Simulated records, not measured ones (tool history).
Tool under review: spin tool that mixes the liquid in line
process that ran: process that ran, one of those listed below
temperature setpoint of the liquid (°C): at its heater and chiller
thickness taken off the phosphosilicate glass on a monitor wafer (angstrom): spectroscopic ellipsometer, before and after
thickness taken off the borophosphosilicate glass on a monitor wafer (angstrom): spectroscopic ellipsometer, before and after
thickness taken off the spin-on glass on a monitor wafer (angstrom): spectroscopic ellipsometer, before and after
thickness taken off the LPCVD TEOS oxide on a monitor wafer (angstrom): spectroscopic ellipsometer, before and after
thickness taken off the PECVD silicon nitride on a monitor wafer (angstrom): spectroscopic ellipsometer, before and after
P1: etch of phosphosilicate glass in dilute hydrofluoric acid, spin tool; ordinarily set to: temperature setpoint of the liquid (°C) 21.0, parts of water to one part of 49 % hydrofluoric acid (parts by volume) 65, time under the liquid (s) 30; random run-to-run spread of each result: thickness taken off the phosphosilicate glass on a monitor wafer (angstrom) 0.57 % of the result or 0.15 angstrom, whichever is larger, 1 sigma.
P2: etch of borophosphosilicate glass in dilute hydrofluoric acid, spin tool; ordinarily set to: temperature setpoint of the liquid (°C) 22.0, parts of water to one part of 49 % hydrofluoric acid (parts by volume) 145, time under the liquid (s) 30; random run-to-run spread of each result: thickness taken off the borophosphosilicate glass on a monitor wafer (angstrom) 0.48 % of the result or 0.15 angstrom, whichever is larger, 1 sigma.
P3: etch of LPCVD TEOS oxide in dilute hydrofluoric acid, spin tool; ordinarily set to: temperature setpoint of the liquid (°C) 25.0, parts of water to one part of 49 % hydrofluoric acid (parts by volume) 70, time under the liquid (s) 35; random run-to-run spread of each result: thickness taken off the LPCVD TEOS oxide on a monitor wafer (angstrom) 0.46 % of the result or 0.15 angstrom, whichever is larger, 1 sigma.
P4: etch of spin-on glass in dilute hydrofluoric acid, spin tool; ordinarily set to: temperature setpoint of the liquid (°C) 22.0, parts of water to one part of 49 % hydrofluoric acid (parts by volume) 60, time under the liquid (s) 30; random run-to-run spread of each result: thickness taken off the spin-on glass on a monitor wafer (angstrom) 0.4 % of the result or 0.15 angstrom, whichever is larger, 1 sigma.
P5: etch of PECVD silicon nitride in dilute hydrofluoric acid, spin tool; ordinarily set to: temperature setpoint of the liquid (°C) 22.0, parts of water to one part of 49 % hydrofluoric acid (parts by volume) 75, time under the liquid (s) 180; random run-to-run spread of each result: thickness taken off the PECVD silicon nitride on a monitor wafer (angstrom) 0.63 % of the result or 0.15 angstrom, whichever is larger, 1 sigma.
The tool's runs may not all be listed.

run,hour,process that ran,temperature setpoint of the liquid (°C),parts of water to one part of 49 % hydrofluoric acid (parts by volume),time under the liquid (s),thickness taken off the phosphosilicate glass on a monitor wafer (angstrom),thickness taken off the borophosphosilicate glass on a monitor wafer (angstrom),thickness taken off the spin-on glass on a monitor wafer (angstrom),thickness taken off the LPCVD TEOS oxide on a monitor wafer (angstrom),thickness taken off the PECVD silicon nitride on a monitor wafer (angstrom)
1,10.4,P1,21.0,65,30,785.44,,,,
2,21.3,P2,17.0,145,30,,94.783,,,
3,30.7,P1,29.0,65,30,1090.80,,,,
4,37.7,P4,22.0,60,55,,,349.36,,
5,51.6,P2,22.0,35,30,,544.330,,,
6,61.8,P1,21.0,65,30,790.68,,,,
7,68.7,P4,22.0,60,30,,,191.40,,
# hour 74.1: thermometer replaced
8,79.4,P3,25.0,25,35,,,,464.990,
9,86.3,P1,17.0,65,30,664.16,,,,
10,98.0,P1,21.0,65,15,394.80,,,,
11,110.4,P3,25.0,70,35,,,,155.650,
12,122.6,P5,22.0,75,180,,,,,35.395
13,131.3,P4,28.5,60,30,,,246.38,,
14,146.1,P2,22.0,145,15,,57.878,,,
15,153.0,P1,17.0,40,30,1107.90,,,,
16,161.1,P1,21.0,65,30,791.31,,,,
17,170.0,P3,25.0,70,20,,,,89.054,
18,183.7,P4,22.0,60,30,,,188.22,,
19,195.0,P3,19.5,70,35,,,,124.040,
20,207.1,P1,21.0,65,30,786.39,,,,
21,220.0,P1,21.0,110,30,440.23,,,,
22,228.3,P5,22.0,75,315,,,,,62.872
23,237.0,P5,28.5,75,180,,,,,55.138
24,252.4,P1,21.0,65,55,1455.20,,,,
25,264.2,P3,25.0,70,35,,,,155.820,
26,274.6,P1,25.5,35,30,1832.20,,,,
27,287.3,P1,21.0,65,30,785.90,,,,
28,296.7,P1,21.0,20,30,2703.00,,,,
29,311.0,P1,21.0,65,30,790.46,,,,
30,324.9,P4,22.0,25,30,,,475.91,,
31,336.7,P2,22.0,145,30,,115.590,,,
32,350.2,P5,22.0,30,180,,,,,87.908
33,361.4,P1,21.0,65,30,782.83,,,,
34,370.2,P1,21.0,65,30,809.81,,,,
35,385.9,P1,21.0,65,30,838.07,,,,
36,399.1,P1,21.0,65,30,849.61,,,,
37,414.4,P1,21.0,65,30,860.96,,,,
38,424.5,P1,21.0,65,30,871.83,,,,
39,438.1,P1,21.0,65,30,860.66,,,,
40,452.5,P1,21.0,65,30,863.90,,,,
41,460.8,P1,21.0,65,30,870.80,,,,
42,470.9,P1,21.0,65,30,868.33,,,,

Compared with where it was, what P1 gives has crept away. Each cause listed below fits the log as well as the rest, at the size given for it:
A: liquid hotter than its thermometer reads (K) = 2.43
B: hydrofluoric acid flow above the setpoint (%) = 9.73
The onset of the drift is placed at about hour 361.4.

Each of the 4 check runs below uses one wafer; its results are left as question marks. Which run tells the causes apart?
check 1,481.0,P5,22.0,75,270,,,,,?
check 2,481.0,P3,25.0,40,20,,,,?,
check 3,481.0,P4,25.0,60,30,,,?,,
check 4,481.0,P2,22.0,50,15,,?,,,

If the cause were each of the candidates in turn, the checks would give the following:
check,result,if A,if B
check 1,thickness taken off the PECVD silicon nitride on a monitor wafer (angstrom),63.406,59.002
check 2,thickness taken off the LPCVD TEOS oxide on a monitor wafer (angstrom),178.940,178.710
check 3,thickness taken off the spin-on glass on a monitor wafer (angstrom),236.73,237.33
check 4,thickness taken off the borophosphosilicate glass on a monitor wafer (angstrom),207.280,206.810
Gap, in per cent, between the two causes that each check separates least, read from the result that separates them most: check 1 7.2 %; check 2 0.13 %; check 3 0.26 %; check 4 0.22 %
Check 1 tells the causes apart: in the others they would give nearly the same result.

Check 1 was carried out, with these results: thickness taken off the PECVD silicon nitride on a monitor wafer (angstrom) 63.589. Which of the listed causes is responsible?

It is A: liquid hotter than its thermometer reads (K).
